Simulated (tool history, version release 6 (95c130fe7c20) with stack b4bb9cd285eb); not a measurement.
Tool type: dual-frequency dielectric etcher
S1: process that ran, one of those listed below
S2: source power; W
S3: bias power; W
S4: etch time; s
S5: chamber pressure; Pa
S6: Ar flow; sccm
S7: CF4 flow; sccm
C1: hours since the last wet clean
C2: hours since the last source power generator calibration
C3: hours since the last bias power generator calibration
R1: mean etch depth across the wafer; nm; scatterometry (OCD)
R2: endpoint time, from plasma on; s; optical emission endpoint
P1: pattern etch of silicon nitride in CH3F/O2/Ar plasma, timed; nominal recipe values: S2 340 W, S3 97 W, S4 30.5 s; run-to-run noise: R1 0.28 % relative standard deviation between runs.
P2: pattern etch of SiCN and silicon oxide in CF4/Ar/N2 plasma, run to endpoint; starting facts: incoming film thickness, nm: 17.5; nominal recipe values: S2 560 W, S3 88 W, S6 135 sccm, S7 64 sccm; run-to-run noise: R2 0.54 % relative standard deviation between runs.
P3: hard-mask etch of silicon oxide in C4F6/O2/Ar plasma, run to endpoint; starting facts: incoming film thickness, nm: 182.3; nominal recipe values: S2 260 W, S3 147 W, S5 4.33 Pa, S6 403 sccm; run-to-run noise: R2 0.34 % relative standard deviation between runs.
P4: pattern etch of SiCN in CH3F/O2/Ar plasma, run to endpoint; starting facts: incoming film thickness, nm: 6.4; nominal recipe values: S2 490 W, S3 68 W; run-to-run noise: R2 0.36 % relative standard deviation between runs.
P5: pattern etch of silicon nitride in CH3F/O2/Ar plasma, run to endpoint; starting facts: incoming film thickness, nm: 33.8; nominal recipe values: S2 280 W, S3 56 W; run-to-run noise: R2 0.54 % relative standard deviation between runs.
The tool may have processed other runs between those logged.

| run | hour | S1 | S2 | S3 | S4 | S5 | S6 | S7 | C1 | C2 | C3 | R1 | R2 |
|---|---|---|---|---|---|---|---|---|---|---|---|---|---|
| 1 | 2.1 | P1 | 340 | 97 | 30.5 |  |  |  | 338.8 | 565.2 | 676.9 | 22.378 |  |
| 2 | 4.6 | P1 | 340 | 97 | 24.0 |  |  |  | 341.3 | 567.7 | 679.4 | 17.761 |  |
| 3 | 8.3 | P1 | 340 | 97 | 30.5 |  |  |  | 345.0 | 571.4 | 683.1 | 22.334 |  |
| 4 | 11.9 | P3 | 340 | 147 |  | 4.33 | 403 |  | 348.6 | 575.0 | 686.7 |  | 66.493 |
| 5 | 14.8 | P2 | 560 | 88 |  |  | 135 | 90 | 351.5 | 577.9 | 689.6 |  | 15.892 |
| 6 | 17.0 | P1 | 340 | 70 | 30.5 |  |  |  | 353.7 | 580.1 | 691.8 | 20.010 |  |
| 7 | 19.1 | P1 | 340 | 97 | 30.5 |  |  |  | 355.8 | 582.2 | 693.9 | 22.480 |  |
| 8 | 22.9 | P2 | 560 | 88 |  |  | 86 | 64 | 359.6 | 586.0 | 697.7 |  | 15.661 |
| 9 | 25.3 | P4 | 300 | 68 |  |  |  |  | 362.0 | 588.4 | 700.1 |  | 19.611 |
| 10 | 29.0 | P3 | 260 | 147 |  | 4.33 | 323 |  | 365.7 | 592.1 | 703.8 |  | 71.680 |
| 11 | 32.0 | P2 | 410 | 88 |  |  | 135 | 64 | 368.7 | 595.1 | 706.8 |  | 21.884 |
|  | 32.1 | source power generator calibrated |
| 12 | 34.4 | P1 | 270 | 97 | 20.0 |  |  |  | 371.1 | 2.4 | 709.2 | 13.457 |  |
| 13 | 37.8 | P5 | 280 | 56 |  |  |  |  | 374.5 | 5.8 | 712.6 |  | 59.469 |
| 14 | 40.3 | P3 | 260 | 189 |  | 4.33 | 403 |  | 377.0 | 8.3 | 715.1 |  | 68.162 |
| 15 | 43.3 | P5 | 280 | 56 |  |  |  |  | 380.0 | 11.3 | 718.1 |  | 59.406 |
| 16 | 47.1 | P1 | 280 | 97 | 20.5 |  |  |  | 383.8 | 15.1 | 721.9 | 14.056 |  |
| 17 | 51.4 | P2 | 560 | 52 |  |  | 135 | 64 | 388.1 | 19.4 | 726.2 |  | 20.303 |
|  | 53.6 | wet clean of the chamber |
| 18 | 55.8 | P1 | 340 | 97 | 37.0 |  |  |  | 2.3 | 23.8 | 730.6 | 27.158 |  |
| 19 | 58.5 | P5 | 280 | 71 |  |  |  |  | 5.0 | 26.5 | 733.3 |  | 55.501 |
| 20 | 61.0 | P3 | 260 | 147 |  | 4.33 | 403 |  | 7.5 | 29.0 | 735.8 |  | 73.952 |
| 21 | 64.0 | P5 | 220 | 56 |  |  |  |  | 10.5 | 32.0 | 738.8 |  | 65.251 |
| 22 | 66.2 | P1 | 340 | 97 | 30.5 |  |  |  | 12.7 | 34.2 | 741.0 | 22.296 |  |
| 23 | 69.2 | P4 | 490 | 68 |  |  |  |  | 15.7 | 37.2 | 744.0 |  | 16.287 |
| 24 | 73.7 | P1 | 400 | 97 | 30.5 |  |  |  | 20.2 | 41.7 | 748.5 | 23.845 |  |
| 25 | 78.1 | P3 | 260 | 147 |  | 5.80 | 403 |  | 24.6 | 46.1 | 752.9 |  | 76.699 |
| 26 | 82.1 | P1 | 270 | 97 | 30.5 |  |  |  | 28.6 | 50.1 | 756.9 | 20.641 |  |
| 27 | 84.4 | P1 | 340 | 131 | 30.5 |  |  |  | 30.9 | 52.4 | 759.2 | 25.088 |  |
| 28 | 87.9 | P4 | 490 | 41 |  |  |  |  | 34.4 | 55.9 | 762.7 |  | 19.250 |
| 29 | 91.4 | P4 | 490 | 68 |  |  |  |  | 37.9 | 59.4 | 766.2 |  | 16.279 |
| 30 | 94.4 | P1 | 340 | 97 | 30.5 |  |  |  | 40.9 | 62.4 | 769.2 | 22.483 |  |
| 31 | 98.9 | P2 | 560 | 88 |  |  | 135 | 64 | 45.4 | 66.9 | 773.7 |  | 16.760 |
| 32 | 102.4 | P1 | 340 | 97 | 30.5 |  |  |  | 48.9 | 70.4 | 777.2 | 22.347 |  |
| 33 | 106.3 | P1 | 340 | 97 | 30.5 |  |  |  | 52.8 | 74.3 | 781.1 | 22.279 |  |
| 34 | 110.1 | P1 | 340 | 97 | 30.5 |  |  |  | 56.6 | 78.1 | 784.9 | 22.322 |  |
| 35 | 113.1 | P1 | 340 | 97 | 30.5 |  |  |  | 59.6 | 81.1 | 787.9 | 22.113 |  |
|  | 115.1 | wet clean of the chamber |
| 36 | 116.0 | P1 | 340 | 97 | 30.5 |  |  |  | 0.9 | 84.0 | 790.8 | 22.156 |  |
| 37 | 118.7 | P1 | 340 | 97 | 30.5 |  |  |  | 3.6 | 86.7 | 793.5 | 21.943 |  |
| 38 | 122.2 | P1 | 340 | 97 | 30.5 |  |  |  | 7.1 | 90.2 | 797.0 | 22.026 |  |
| 39 | 126.5 | P1 | 340 | 97 | 30.5 |  |  |  | 11.4 | 94.5 | 801.3 | 22.027 |  |
| 40 | 128.9 | P1 | 340 | 97 | 30.5 |  |  |  | 13.8 | 96.9 | 803.7 | 22.113 |  |

P1 no longer gives what it gave before; its output has crept away from where it was. The following 2 causes, each at its listed size, fit the log equally well:
A: source power that arrives under what is set, % = 4.64
B: bias power that arrives under what is set, % = 4.69
The process output started creeping at around hour 102.4.
All other causes, with the reason each is excluded:
chamber walls in a state that lowers the etch rate, %: serviced at hour 115.1, after the drift had started, without restoring the earlier output

4 check runs are offered, each on 3 wafers whose results are averaged, their results left as question marks. Which one tells the causes apart?
| check 1 | 131.3 | P5 | 230 | 64 |  |  |  |  |  |  |  |  | ? |
| check 2 | 131.3 | P3 | 330 | 147 |  | 4.33 | 403 |  |  |  |  |  | ? |
| check 3 | 131.3 | P2 | 560 | 70 |  |  | 135 | 86 |  |  |  |  | ? |
| check 4 | 131.3 | P4 | 490 | 48 |  |  |  |  |  |  |  |  | ? |

Outcome of each check run for each possible cause:
| check | result | if A | if B |
|---|---|---|---|
| check 1 | R2 | 62.817 | 62.737 |
| check 2 | R2 | 68.682 | 68.407 |
| check 3 | R2 | 18.132 | 17.667 |
| check 4 | R2 | 18.570 | 18.505 |
Distance between the nearest two causes, measured in the result of the check that separates them most: check 1 0.13 %; check 2 0.4 %; check 3 2.6 %; check 4 0.35 %
Check 3 distinguishes between the causes, while the remaining checks would return nearly the same result for all of them.

After running check 3, the following was obtained: R2 17.668 s. Which cause does this point to?

It was cause B: bias power that arrives under what is set, %.
